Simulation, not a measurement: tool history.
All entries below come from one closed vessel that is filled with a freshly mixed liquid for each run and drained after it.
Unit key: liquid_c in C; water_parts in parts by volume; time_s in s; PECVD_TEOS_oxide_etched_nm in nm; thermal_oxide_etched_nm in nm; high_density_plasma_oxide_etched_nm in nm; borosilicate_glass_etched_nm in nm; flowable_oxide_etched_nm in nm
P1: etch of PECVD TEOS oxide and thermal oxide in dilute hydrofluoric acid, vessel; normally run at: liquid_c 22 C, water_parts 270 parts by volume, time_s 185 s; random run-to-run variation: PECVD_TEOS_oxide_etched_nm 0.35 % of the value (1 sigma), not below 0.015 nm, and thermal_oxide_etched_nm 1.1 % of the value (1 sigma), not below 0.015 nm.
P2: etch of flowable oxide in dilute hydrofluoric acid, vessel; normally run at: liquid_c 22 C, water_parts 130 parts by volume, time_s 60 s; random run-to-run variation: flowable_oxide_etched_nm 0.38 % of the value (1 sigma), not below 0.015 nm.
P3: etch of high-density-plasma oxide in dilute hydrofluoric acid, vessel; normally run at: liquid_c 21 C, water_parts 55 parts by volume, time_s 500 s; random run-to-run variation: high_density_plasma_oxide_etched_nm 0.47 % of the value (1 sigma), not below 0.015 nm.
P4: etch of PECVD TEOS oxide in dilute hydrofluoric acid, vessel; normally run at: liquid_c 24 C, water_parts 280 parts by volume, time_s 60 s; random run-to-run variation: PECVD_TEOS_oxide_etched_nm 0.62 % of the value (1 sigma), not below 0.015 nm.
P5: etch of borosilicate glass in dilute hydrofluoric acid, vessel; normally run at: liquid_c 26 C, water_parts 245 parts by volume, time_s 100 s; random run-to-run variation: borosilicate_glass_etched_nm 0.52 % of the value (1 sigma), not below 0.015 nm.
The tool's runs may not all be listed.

run,hour,process,liquid_c,water_parts,time_s,PECVD_TEOS_oxide_etched_nm,thermal_oxide_etched_nm,high_density_plasma_oxide_etched_nm,borosilicate_glass_etched_nm,flowable_oxide_etched_nm
1,5.1,P1,22,270,185,7.4128,2.3671,,,
2,11.8,P3,21,55,500,,,52.808,,
3,15.9,P1,22,270,35,1.3975,0.44801,,,
4,19.9,P1,29.5,270,185,9.6728,3.0503,,,
5,25.4,P5,26,245,100,,,,13.256,
6,30.7,P1,22,270,320,12.871,4.1071,,,
7,36.4,P1,22,385,185,4.6466,1.4915,,,
8,40.5,P3,17,55,500,,,44.406,,
9,47.2,P2,22,130,30,,,,,8.3845
10,51.7,P1,22,135,185,17.086,5.4566,,,
11,55,P1,25.5,270,110,4.9919,1.58,,,
12,61.8,P5,26,245,100,,,,13.461,
13,69.1,P2,22,205,60,,,,,9.9125
14,74.9,P2,22,130,60,,,,,16.814
15,80.5,P2,22,130,60,,,,,16.894
16,87.4,P1,22,270,185,7.4679,2.3696,,,
17,94.7,P5,26,375,100,,,,7.6767,
18,99.2,P3,21,55,95,,,9.959,,
19,105.4,P3,21,20,500,,,149.6,,
20,111.7,P3,21,55,500,,,52.605,,
21,115.7,P1,17,270,185,6.1307,1.9721,,,
22,119.8,P5,26,245,30,,,,3.9935,
23,124.6,P4,24,280,60,4.8656,,,,
24,129.1,P4,17,280,60,3.7558,,,,
25,134.2,P1,22,270,185,7.4635,2.3999,,,
26,140.5,P4,24,280,60,4.9421,,,,
27,147.7,P5,20,245,100,,,,10.636,
28,150.9,P4,24,280,85,6.8435,,,,
29,156.9,P1,22,270,185,7.4387,2.3939,,,
30,160.3,P4,24,115,60,14.218,,,,
31,164.5,P1,22,270,185,7.4044,2.3147,,,
32,169.4,P2,28.5,130,60,,,,,21.724
33,176.6,P1,22,270,185,7.4802,2.3644,,,
34,183.5,P1,22,270,185,7.671,2.4314,,,
35,187.9,P1,22,270,185,7.8076,2.504,,,
36,192.8,P1,22,270,185,7.8454,2.4574,,,
37,196.2,P1,22,270,185,7.9429,2.502,,,
38,202,P1,22,270,185,7.9717,2.474,,,
39,206.3,P1,22,270,185,7.9175,2.5251,,,
40,213,P1,22,270,185,8.0439,2.4822,,,
41,219.7,P1,22,270,185,8.0214,2.5206,,,

The output of P1 has drifted from where it used to be. Each of the 2 causes below, taken at the size shown beside it, accounts for the log equally well:
A: hydrofluoric acid flow above the setpoint (%) = 6.16
B: liquid hotter than its thermometer reads (K) = 2.1
The gradual shift began around hour 176.6.

Consider the 4 check runs below, whose results appear as question marks and each of which averages 2 wafers. Which one distinguishes the causes, in that each cause would give it a clearly different result?
check 1,226.4,P3,17,20,500,,,?,,
check 2,226.4,P5,22.5,245,100,,,,?,
check 3,226.4,P4,17,280,60,?,,,,
check 4,226.4,P2,28.5,205,60,,,,,?

What each check would give under each cause:
check,result,if A,if B
check 1,high_density_plasma_oxide_etched_nm,134.54,138.85
check 2,borosilicate_glass_etched_nm,12.656,12.679
check 3,PECVD_TEOS_oxide_etched_nm,4.0601,4.0832
check 4,flowable_oxide_etched_nm,13.478,13.461
Gap, in per cent, between the two causes that each check separates least, read from the result that separates them most: check 1 3.15 %; check 2 0.18 %; check 3 0.57 %; check 4 0.13 %
Check 1 tells the causes apart: in the others they would give nearly the same result.

Check 1 has now been run. It gave: high_density_plasma_oxide_etched_nm 138.55 nm. Which of the candidate causes is it?

Of the candidate causes, it is B: liquid hotter than its thermometer reads (K).
